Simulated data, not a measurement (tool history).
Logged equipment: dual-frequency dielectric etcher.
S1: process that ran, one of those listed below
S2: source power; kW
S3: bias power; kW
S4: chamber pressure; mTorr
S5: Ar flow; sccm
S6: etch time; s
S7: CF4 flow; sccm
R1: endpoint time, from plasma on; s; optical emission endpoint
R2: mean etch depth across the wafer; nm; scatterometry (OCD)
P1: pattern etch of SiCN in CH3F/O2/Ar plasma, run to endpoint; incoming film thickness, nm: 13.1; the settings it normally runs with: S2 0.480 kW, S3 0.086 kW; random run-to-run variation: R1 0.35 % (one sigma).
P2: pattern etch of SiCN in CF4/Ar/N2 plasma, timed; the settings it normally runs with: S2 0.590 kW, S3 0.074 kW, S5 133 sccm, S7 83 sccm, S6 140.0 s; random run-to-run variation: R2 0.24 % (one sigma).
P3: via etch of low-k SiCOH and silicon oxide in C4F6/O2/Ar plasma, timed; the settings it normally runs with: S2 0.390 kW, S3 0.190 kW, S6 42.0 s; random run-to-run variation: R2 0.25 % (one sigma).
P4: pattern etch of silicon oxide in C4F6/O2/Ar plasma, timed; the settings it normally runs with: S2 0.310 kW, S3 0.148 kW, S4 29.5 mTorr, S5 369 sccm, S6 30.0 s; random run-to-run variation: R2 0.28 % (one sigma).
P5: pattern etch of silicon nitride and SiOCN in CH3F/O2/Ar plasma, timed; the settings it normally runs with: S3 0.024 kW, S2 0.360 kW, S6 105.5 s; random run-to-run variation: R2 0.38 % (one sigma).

run 1 hour=8.0 | S1=P1 S2=0.480 S3=0.086 | R1=31.448
run 2 hour=20.7 | S1=P1 S2=0.480 S3=0.117 | R1=28.196
run 3 hour=29.3 | S1=P1 S2=0.670 S3=0.086 | R1=27.736
run 4 hour=35.6 | S1=P4 S2=0.310 S3=0.148 S4=41.5 S5=369 S6=30.0 | R2=77.026
run 5 hour=44.6 | S1=P2 S2=0.590 S3=0.074 S5=133 S6=140.0 S7=83 | R2=156.180
run 6 hour=52.0 | S1=P1 S2=0.330 S3=0.086 | R1=35.829
run 7 hour=61.2 | S1=P2 S2=0.590 S3=0.074 S5=133 S6=140.0 S7=48 | R2=142.010
run 8 hour=67.4 | S1=P1 S2=0.590 S3=0.058 | R1=33.130
run 9 hour=76.6 | S1=P3 S2=0.390 S3=0.190 S6=24.5 | R2=56.739
run 10 hour=83.2 | S1=P5 S2=0.480 S3=0.024 S6=105.5 | R2=16.100
run 11 hour=90.1 | S1=P1 S2=0.480 S3=0.086 | R1=31.358
-- hour=91.7 bias power generator calibrated
run 12 hour=100.1 | S1=P5 S2=0.360 S3=0.031 S6=105.5 | R2=16.465
run 13 hour=106.5 | S1=P4 S2=0.310 S3=0.148 S4=29.5 S5=369 S6=18.0 | R2=47.997
-- hour=114.2 source power generator calibrated
run 14 hour=118.8 | S1=P4 S2=0.310 S3=0.199 S4=29.5 S5=369 S6=30.0 | R2=88.205
run 15 hour=128.6 | S1=P2 S2=0.430 S3=0.074 S5=133 S6=140.0 S7=83 | R2=117.630
run 16 hour=138.7 | S1=P2 S2=0.590 S3=0.088 S5=133 S6=140.0 S7=83 | R2=164.980
run 17 hour=144.7 | S1=P5 S2=0.360 S3=0.024 S6=105.5 | R2=14.679
run 18 hour=152.4 | S1=P1 S2=0.320 S3=0.058 | R1=42.203
run 19 hour=160.0 | S1=P1 S2=0.480 S3=0.086 | R1=31.396
run 20 hour=171.0 | S1=P1 S2=0.480 S3=0.086 | R1=31.444
run 21 hour=182.8 | S1=P1 S2=0.480 S3=0.086 | R1=31.605
run 22 hour=193.9 | S1=P2 S2=0.590 S3=0.074 S5=133 S6=205.0 S7=83 | R2=227.510
run 23 hour=206.0 | S1=P4 S2=0.310 S3=0.148 S4=29.5 S5=490 S6=30.0 | R2=77.583
run 24 hour=215.5 | S1=P5 S2=0.360 S3=0.024 S6=105.5 | R2=14.629
run 25 hour=225.5 | S1=P3 S2=0.520 S3=0.190 S6=42.0 | R2=108.890
run 26 hour=231.3 | S1=P3 S2=0.390 S3=0.132 S6=42.0 | R2=86.817
run 27 hour=243.5 | S1=P1 S2=0.480 S3=0.060 | R1=35.464
run 28 hour=254.6 | S1=P1 S2=0.480 S3=0.086 | R1=31.554
run 29 hour=261.9 | S1=P1 S2=0.620 S3=0.071 | R1=30.573
run 30 hour=270.7 | S1=P5 S2=0.360 S3=0.024 S6=157.5 | R2=21.952
run 31 hour=277.2 | S1=P4 S2=0.380 S3=0.148 S4=29.5 S5=369 S6=30.0 | R2=86.982
run 32 hour=285.5 | S1=P2 S2=0.590 S3=0.074 S5=159 S6=140.0 S7=83 | R2=150.870
run 33 hour=296.2 | S1=P3 S2=0.390 S3=0.190 S6=42.0 | R2=97.186
run 34 hour=303.2 | S1=P4 S2=0.310 S3=0.148 S4=29.5 S5=369 S6=30.0 | R2=80.136
run 35 hour=315.6 | S1=P1 S2=0.480 S3=0.086 | R1=31.439
run 36 hour=327.4 | S1=P1 S2=0.480 S3=0.086 | R1=31.227
run 37 hour=334.0 | S1=P1 S2=0.480 S3=0.086 | R1=31.126
run 38 hour=340.3 | S1=P1 S2=0.480 S3=0.086 | R1=31.125
run 39 hour=350.3 | S1=P1 S2=0.480 S3=0.086 | R1=30.902
-- hour=352.8 wet clean of the chamber
run 40 hour=360.8 | S1=P1 S2=0.480 S3=0.086 | R1=30.764
run 41 hour=367.3 | S1=P1 S2=0.480 S3=0.086 | R1=31.106
run 42 hour=377.3 | S1=P1 S2=0.480 S3=0.086 | R1=30.879

P1 has crept away from where it was. The log is fitted equally well by each of these 2 causes, at the sizes shown:
A: bias power that arrives over what is set, % = 4.98
B: source power that arrives over what is set, % = 4.85
Creep in the process output first set in at about hour 315.6.
Why every other cause is out:
chamber walls in a state that raises the etch rate, %: its service at hour 352.8 followed the start of the drift and did not put the process back to its old value

Consider the 4 single-wafer check runs listed below, results given as question marks: which one distinguishes between the causes by giving clearly different results for each?
run check 1 hour=387.3 | S1=P5 S2=0.360 S3=0.024 S6=105.5 | R2=?
run check 2 hour=387.3 | S1=P2 S2=0.590 S3=0.074 S5=133 S6=140.0 S7=83 | R2=?
run check 3 hour=387.3 | S1=P4 S2=0.310 S3=0.148 S4=29.5 S5=369 S6=30.0 | R2=?
run check 4 hour=387.3 | S1=P3 S2=0.390 S3=0.190 S6=42.0 | R2=?

If the cause were each of the candidates in turn, the checks would give the following:
check=check_1 result=R2 if_A=14.992 if_B=14.903
check=check_2 result=R2 if_A=158.210 if_B=162.150
check=check_3 result=R2 if_A=81.424 if_B=81.710
check=check_4 result=R2 if_A=98.634 if_B=98.905
Separation of the two closest causes in each check, using whichever result separates them best: check 1 0.6 %; check 2 2.46 %; check 3 0.35 %; check 4 0.27 %
Check 2 tells the causes apart: in the others they would give nearly the same result.

Check 2 was carried out, with these results: R2 162.060 nm. Which of the listed causes is responsible?

B is the cause: source power that arrives over what is set, %.
